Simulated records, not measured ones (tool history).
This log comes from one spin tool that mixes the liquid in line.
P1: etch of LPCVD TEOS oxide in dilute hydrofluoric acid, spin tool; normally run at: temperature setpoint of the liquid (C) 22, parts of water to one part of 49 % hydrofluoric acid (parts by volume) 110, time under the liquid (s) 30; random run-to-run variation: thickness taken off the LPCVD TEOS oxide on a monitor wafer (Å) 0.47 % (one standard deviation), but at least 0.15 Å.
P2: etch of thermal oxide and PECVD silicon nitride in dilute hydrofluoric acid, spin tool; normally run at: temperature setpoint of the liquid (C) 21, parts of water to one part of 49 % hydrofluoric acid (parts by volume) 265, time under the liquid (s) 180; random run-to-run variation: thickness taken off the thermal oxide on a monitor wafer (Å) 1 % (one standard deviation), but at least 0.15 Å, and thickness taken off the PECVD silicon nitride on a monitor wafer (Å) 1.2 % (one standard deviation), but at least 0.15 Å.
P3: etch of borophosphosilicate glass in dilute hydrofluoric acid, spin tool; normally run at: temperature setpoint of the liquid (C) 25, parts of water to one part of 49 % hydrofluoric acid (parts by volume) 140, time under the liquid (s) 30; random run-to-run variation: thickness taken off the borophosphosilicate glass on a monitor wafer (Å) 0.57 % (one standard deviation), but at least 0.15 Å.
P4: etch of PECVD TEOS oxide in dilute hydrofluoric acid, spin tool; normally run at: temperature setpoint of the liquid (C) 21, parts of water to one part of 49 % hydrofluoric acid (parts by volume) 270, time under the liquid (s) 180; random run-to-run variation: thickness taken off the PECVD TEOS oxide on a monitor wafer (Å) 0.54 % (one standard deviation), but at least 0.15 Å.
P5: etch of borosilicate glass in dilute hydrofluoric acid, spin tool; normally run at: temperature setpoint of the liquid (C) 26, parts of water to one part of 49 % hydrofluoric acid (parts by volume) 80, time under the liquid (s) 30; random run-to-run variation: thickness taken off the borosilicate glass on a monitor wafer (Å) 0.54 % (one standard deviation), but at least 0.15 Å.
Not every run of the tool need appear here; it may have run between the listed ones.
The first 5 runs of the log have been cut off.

| run | hour | process that ran | temperature setpoint of the liquid (C) | parts of water to one part of 49 % hydrofluoric acid (parts by volume) | time under the liquid (s) | thickness taken off the LPCVD TEOS oxide on a monitor wafer (Å) | thickness taken off the PECVD TEOS oxide on a monitor wafer (Å) | thickness taken off the thermal oxide on a monitor wafer (Å) | thickness taken off the PECVD silicon nitride on a monitor wafer (Å) | thickness taken off the borophosphosilicate glass on a monitor wafer (Å) | thickness taken off the borosilicate glass on a monitor wafer (Å) |
|---|---|---|---|---|---|---|---|---|---|---|---|
| 6 | 16.6 | P1 | 17 | 110 | 30 | 89.506 |  |  |  |  |  |
| 7 | 18.9 | P2 | 17 | 265 | 180 |  |  | 19.488 | 16.339 |  |  |
| 8 | 20.9 | P3 | 25 | 65 | 30 |  |  |  |  | 389.06 |  |
| 9 | 24.0 | P1 | 22 | 110 | 55 | 202.180 |  |  |  |  |  |
| 10 | 25.9 | P1 | 22 | 40 | 30 | 326.380 |  |  |  |  |  |
| 11 | 29.3 | P2 | 21 | 265 | 180 |  |  | 22.640 | 21.956 |  |  |
| 12 | 32.0 | P3 | 17 | 140 | 30 |  |  |  |  | 120.45 |  |
|  | 34.3 | thermometer replaced |
| 13 | 34.8 | P5 | 26 | 80 | 60 |  |  |  |  |  | 227.56 |
| 14 | 38.8 | P5 | 26 | 30 | 30 |  |  |  |  |  | 319.53 |
| 15 | 43.0 | P1 | 22 | 110 | 30 | 110.080 |  |  |  |  |  |
| 16 | 46.2 | P1 | 22 | 110 | 15 | 54.626 |  |  |  |  |  |
| 17 | 50.0 | P3 | 25 | 140 | 30 |  |  |  |  | 166.18 |  |
| 18 | 53.6 | P2 | 21 | 60 | 180 |  |  | 122.580 | 92.904 |  |  |
| 19 | 56.4 | P1 | 22 | 25 | 15 | 268.560 |  |  |  |  |  |
| 20 | 59.2 | P1 | 17 | 110 | 15 | 44.943 |  |  |  |  |  |
| 21 | 62.9 | P4 | 21 | 270 | 300 |  | 126.230 |  |  |  |  |
| 22 | 65.0 | P4 | 21 | 75 | 180 |  | 342.050 |  |  |  |  |
| 23 | 69.0 | P3 | 25 | 140 | 55 |  |  |  |  | 299.52 |  |
| 24 | 72.6 | P3 | 25 | 140 | 30 |  |  |  |  | 163.64 |  |
| 25 | 74.7 | P1 | 28 | 110 | 30 | 139.560 |  |  |  |  |  |
| 26 | 78.0 | P1 | 22 | 160 | 15 | 35.441 |  |  |  |  |  |
| 27 | 81.3 | P1 | 22 | 110 | 30 | 109.440 |  |  |  |  |  |
| 28 | 84.1 | P5 | 26 | 80 | 30 |  |  |  |  |  | 111.22 |
| 29 | 88.1 | P4 | 17 | 270 | 180 |  | 66.810 |  |  |  |  |
| 30 | 91.3 | P1 | 22 | 175 | 30 | 63.783 |  |  |  |  |  |

What will run 31 give?
| 31 | 93.8 | P1 | 22 | 110 | 30 | ? |  |  |  |  |  |

{"run 31": {"thickness taken off the LPCVD TEOS oxide on a monitor wafer (Å)": 109.43}}
